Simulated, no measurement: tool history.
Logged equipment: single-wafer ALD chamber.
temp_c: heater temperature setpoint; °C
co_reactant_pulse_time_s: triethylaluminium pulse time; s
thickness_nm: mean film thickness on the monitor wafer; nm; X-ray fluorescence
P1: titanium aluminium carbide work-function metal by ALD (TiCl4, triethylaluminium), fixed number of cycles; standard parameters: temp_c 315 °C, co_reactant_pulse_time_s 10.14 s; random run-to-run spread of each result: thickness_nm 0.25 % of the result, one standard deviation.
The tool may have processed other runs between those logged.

run,day,temp_c,co_reactant_pulse_time_s,thickness_nm
1,0.304,315,10.14,2.1218
2,0.554,302,15.99,2.0689
3,0.867,292,4.16,1.5107
4,1.3,315,10.14,2.1205
5,1.575,315,3.35,1.497
6,1.862,315,10.14,2.1215
7,2.271,315,10.14,2.1284
8,2.608,315,14.99,2.1851
9,2.812,339,10.14,2.3429
# day 2.971: triethylaluminium bottle replaced
10,3.162,315,10.14,2.126
11,3.404,295,10.14,1.9593
12,3.788,315,10.14,2.1271
13,4.012,315,10.14,2.1161
14,4.271,315,10.14,2.1033
15,4.558,315,10.14,2.1024
16,4.775,315,10.14,2.092
17,4.967,315,10.14,2.1008
18,5.292,315,10.14,2.089
19,5.579,315,10.14,2.083
20,5.95,315,10.14,2.0786
21,6.312,315,10.14,2.0923
22,6.5,315,10.14,2.0799

What P1 gives has crept away from where it was. These 2 causes fit the log equally well, each at the size given:
A: triethylaluminium dose below that of a fresh bottle (%) = 14
B: wafer temperature below the value expected at the setpoint (K) = 4.78
The drift started at roughly day 3.788.

Of the 4 check runs listed below, each run on one wafer and each result written as a question mark, which would let you distinguish the listed causes because they would give clearly different results?
check 1,6.688,315,4.32,?
check 2,6.688,297,10.14,?
check 3,6.688,307,10.14,?
check 4,6.688,332,10.14,?

Check results expected under each cause:
check,result,if A,if B
check 1,thickness_nm,1.5845,1.6658
check 2,thickness_nm,1.9316,1.9292
check 3,thickness_nm,2.0167,2.0157
check 4,thickness_nm,2.2325,2.235
Per check, the gap between the least separated pair of causes, taken in the result that splits them most: check 1 5 %; check 2 0.12 %; check 3 0.05 %; check 4 0.12 %
The causes can be told apart only by check 1. The other checks would give nearly the same results under each of them.

Check 1 was carried out, with these results: thickness_nm 1.667 nm. Which of the listed causes is responsible?

It was cause B: wafer temperature below the value expected at the setpoint (K).
